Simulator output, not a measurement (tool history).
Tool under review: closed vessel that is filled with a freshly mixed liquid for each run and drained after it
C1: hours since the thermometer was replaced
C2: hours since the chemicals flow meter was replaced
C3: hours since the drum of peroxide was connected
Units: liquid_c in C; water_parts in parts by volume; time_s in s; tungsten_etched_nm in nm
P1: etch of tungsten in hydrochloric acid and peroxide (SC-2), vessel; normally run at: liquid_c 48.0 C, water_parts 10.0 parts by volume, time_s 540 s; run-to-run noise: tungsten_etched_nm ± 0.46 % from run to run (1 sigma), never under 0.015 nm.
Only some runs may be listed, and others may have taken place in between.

Run 1, hour 12.8: liquid_c 48.0 C, water_parts 10.0 parts by volume, time_s 540 s; C1 1284.0; C2 1556.4; C3 217.4. Result: tungsten_etched_nm 54.5820 nm.
Run 2, hour 22.2: liquid_c 48.0 C, water_parts 10.0 parts by volume, time_s 540 s; C1 1293.4; C2 1565.8; C3 226.8. Result: tungsten_etched_nm 54.2270 nm.
Run 3, hour 33.9: liquid_c 48.0 C, water_parts 10.0 parts by volume, time_s 540 s; C1 1305.1; C2 1577.5; C3 238.5. Result: tungsten_etched_nm 54.9510 nm.
Run 4, hour 48.6: liquid_c 48.0 C, water_parts 10.0 parts by volume, time_s 540 s; C1 1319.8; C2 1592.2; C3 253.2. Result: tungsten_etched_nm 54.4020 nm.
Run 5, hour 61.6: liquid_c 48.0 C, water_parts 10.0 parts by volume, time_s 540 s; C1 1332.8; C2 1605.2; C3 266.2. Result: tungsten_etched_nm 54.4710 nm.
Run 6, hour 77.2: liquid_c 35.5 C, water_parts 10.0 parts by volume, time_s 40 s; C1 1348.4; C2 1620.8; C3 281.8. Result: tungsten_etched_nm 1.6587 nm.
Run 7, hour 92.8: liquid_c 48.0 C, water_parts 10.0 parts by volume, time_s 220 s; C1 1364.0; C2 1636.4; C3 297.4. Result: tungsten_etched_nm 22.1450 nm.
Run 8, hour 102.6: liquid_c 41.0 C, water_parts 14.0 parts by volume, time_s 540 s; C1 1373.8; C2 1646.2; C3 307.2. Result: tungsten_etched_nm 25.2840 nm.
Run 9, hour 117.8: liquid_c 48.0 C, water_parts 10.0 parts by volume, time_s 540 s; C1 1389.0; C2 1661.4; C3 322.4. Result: tungsten_etched_nm 53.9490 nm.
Run 10, hour 131.6: liquid_c 48.0 C, water_parts 17.5 parts by volume, time_s 540 s; C1 1402.8; C2 1675.2; C3 336.2. Result: tungsten_etched_nm 33.4950 nm.
Run 11, hour 139.9: liquid_c 48.0 C, water_parts 4.0 parts by volume, time_s 540 s; C1 1411.1; C2 1683.5; C3 344.5. Result: tungsten_etched_nm 108.4400 nm.
Run 12, hour 155.8: liquid_c 59.0 C, water_parts 10.0 parts by volume, time_s 540 s; C1 1427.0; C2 1699.4; C3 360.4. Result: tungsten_etched_nm 111.9200 nm.
Run 13, hour 171.5: liquid_c 35.0 C, water_parts 10.0 parts by volume, time_s 540 s; C1 1442.7; C2 1715.1; C3 376.1. Result: tungsten_etched_nm 21.7140 nm.
Run 14, hour 184.5: liquid_c 48.0 C, water_parts 10.0 parts by volume, time_s 885 s; C1 1455.7; C2 1728.1; C3 389.1. Result: tungsten_etched_nm 89.2630 nm.
Run 15, hour 201.9: liquid_c 48.0 C, water_parts 10.0 parts by volume, time_s 540 s; C1 1473.1; C2 1745.5; C3 406.5. Result: tungsten_etched_nm 54.3030 nm.
Run 16, hour 219.8: liquid_c 48.0 C, water_parts 10.0 parts by volume, time_s 540 s; C1 1491.0; C2 1763.4; C3 424.4. Result: tungsten_etched_nm 54.6640 nm.
Run 17, hour 232.7: liquid_c 48.0 C, water_parts 10.0 parts by volume, time_s 540 s; C1 1503.9; C2 1776.3; C3 437.3. Result: tungsten_etched_nm 52.5770 nm.
Run 18, hour 251.7: liquid_c 48.0 C, water_parts 10.0 parts by volume, time_s 540 s; C1 1522.9; C2 1795.3; C3 456.3. Result: tungsten_etched_nm 51.5950 nm.
Run 19, hour 260.8: liquid_c 48.0 C, water_parts 10.0 parts by volume, time_s 540 s; C1 1532.0; C2 1804.4; C3 465.4. Result: tungsten_etched_nm 50.9420 nm.
Run 20, hour 279.0: liquid_c 48.0 C, water_parts 10.0 parts by volume, time_s 540 s; C1 1550.2; C2 1822.6; C3 483.6. Result: tungsten_etched_nm 50.3260 nm.
Run 21, hour 290.5: liquid_c 48.0 C, water_parts 10.0 parts by volume, time_s 540 s; C1 1561.7; C2 1834.1; C3 495.1. Result: tungsten_etched_nm 50.1650 nm.
Run 22, hour 308.5: liquid_c 48.0 C, water_parts 10.0 parts by volume, time_s 540 s; C1 1579.7; C2 1852.1; C3 513.1. Result: tungsten_etched_nm 49.7880 nm.
At hour 317.7: new drum of peroxide connected.
Run 23, hour 325.1: liquid_c 48.0 C, water_parts 10.0 parts by volume, time_s 540 s; C1 1596.3; C2 1868.7; C3 7.4. Result: tungsten_etched_nm 49.6830 nm.
Run 24, hour 339.4: liquid_c 48.0 C, water_parts 10.0 parts by volume, time_s 540 s; C1 1610.6; C2 1883.0; C3 21.7. Result: tungsten_etched_nm 49.7880 nm.
Run 25, hour 348.3: liquid_c 48.0 C, water_parts 10.0 parts by volume, time_s 540 s; C1 1619.5; C2 1891.9; C3 30.6. Result: tungsten_etched_nm 49.5520 nm.
Run 26, hour 356.9: liquid_c 48.0 C, water_parts 10.0 parts by volume, time_s 540 s; C1 1628.1; C2 1900.5; C3 39.2. Result: tungsten_etched_nm 49.3310 nm.

The log shows P1 creeping away from where it was. Any of the 2 causes listed here, at the size stated for it, fits the log just as well as the others:
A: liquid colder than its thermometer reads (K) = 1.41
B: chemicals flow below the setpoint (%) = 10.7
Creep in the process output first set in at about hour 219.8.
Excluded causes, each with its reason:
peroxide weaker than its label (%): its service at hour 317.7 followed the start of the drift and did not put the process back to its old value

Each of the check runs listed below is run on 2 wafers and reports their average, with the results left as question marks. Pick the one under which the possible causes would lead to clearly different results.
Run check 1, hour 365.5: liquid_c 56.5 C, water_parts 6.0 parts by volume, time_s 540 s. Result: tungsten_etched_nm ?.
Run check 2, hour 365.5: liquid_c 35.0 C, water_parts 4.5 parts by volume, time_s 540 s. Result: tungsten_etched_nm ?.
Run check 3, hour 365.5: liquid_c 48.0 C, water_parts 15.0 parts by volume, time_s 540 s. Result: tungsten_etched_nm ?.
Run check 4, hour 365.5: liquid_c 55.0 C, water_parts 10.0 parts by volume, time_s 540 s. Result: tungsten_etched_nm ?.

Predicted outcomes, by check and by cause:
  check              result      if A      if B
check 1  tungsten_etched_nm  130.6400  131.2500
check 2  tungsten_etched_nm   36.3520   37.2430
check 3  tungsten_etched_nm   34.9790   34.8090
check 4  tungsten_etched_nm   79.0100   78.7270
Separation of the two closest causes in each check, using whichever result separates them best: check 1 0.47 %; check 2 2.42 %; check 3 0.49 %; check 4 0.36 %
Of the check runs offered, only check 2 discriminates between the causes; the rest would read about the same regardless of which cause applies.

Check 2 was then run and gave: tungsten_etched_nm 36.2450 nm. Which cause is it?

It was cause A: liquid colder than its thermometer reads (K).
